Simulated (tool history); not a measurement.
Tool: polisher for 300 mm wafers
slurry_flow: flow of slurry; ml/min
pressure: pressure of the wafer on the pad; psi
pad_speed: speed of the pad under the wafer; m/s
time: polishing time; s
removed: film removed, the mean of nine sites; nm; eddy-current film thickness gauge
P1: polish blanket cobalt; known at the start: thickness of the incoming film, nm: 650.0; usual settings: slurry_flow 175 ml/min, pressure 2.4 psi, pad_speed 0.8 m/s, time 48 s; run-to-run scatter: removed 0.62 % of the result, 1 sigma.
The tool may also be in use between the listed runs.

run,hour,slurry_flow,pressure,pad_speed,time,removed
1,8.4,175,2.4,0.8,48,272.88
2,24.3,175,2.4,0.8,48,269.57
3,39.1,175,2.4,1.06,48,363.57
4,49,260,2.4,0.8,48,286.64
5,60.1,175,2.4,0.8,34,190.57
6,75.5,175,2.4,0.8,48,270.28
7,88.3,175,1.3,0.8,48,146.22
8,101.8,175,2.4,0.8,73,414.12
9,113.9,115,3,0.8,48,310.64
10,129.7,175,2.4,0.8,48,272.41
11,140.4,175,2.4,0.8,48,272.5
12,149.6,175,2.4,0.46,48,154.95
13,161.2,175,3.7,0.8,48,417.43
14,172.1,105,2.4,0.8,48,245.78
15,180,175,2.4,0.8,48,268.01
16,193.3,175,2.4,0.8,48,257.5
17,206.3,175,2.4,0.8,48,252.55
18,222.1,175,2.4,0.8,48,250.1
# hour 235.9: head pressure recalibrated
19,238.1,175,2.4,0.8,48,244.57
20,246.5,175,2.4,0.8,48,247.43
21,257.2,175,2.4,0.8,48,246.55
22,272.1,175,2.4,0.8,48,245.57

What P1 gives has crept away from where it was. These 2 causes fit the log equally well, each at the size given:
A: slurry flow missing at the pad, % = 39.4
B: removal rate lost through wear of the pad, % = 9.1
The creep began at about hour 180.
Why every other cause is out:
head's pressure below its setpoint, %: serviced at hour 235.9, which brought nothing back

4 check runs are offered, each on 3 wafers whose results are averaged, their results left as question marks. Which one tells the causes apart?
check 1,287,175,3.4,0.8,48,?
check 2,287,175,2.4,0.54,48,?
check 3,287,175,2.4,0.52,48,?
check 4,287,260,2.4,0.8,62,?

What each check would give under each cause:
check,result,if A,if B
check 1,removed,348.44,348.44
check 2,removed,166.02,166.02
check 3,removed,159.87,159.87
check 4,removed,343.77,333.85
How far apart the two closest causes lie, in the result that separates them most: check 1 0 %; check 2 0 %; check 3 0 %; check 4 2.93 %
Only check 4 tells the causes apart: in the others they would give nearly the same result.

Check 4 was then run and gave: removed 332.88 nm. Which cause is it?

It is B: removal rate lost through wear of the pad, %.
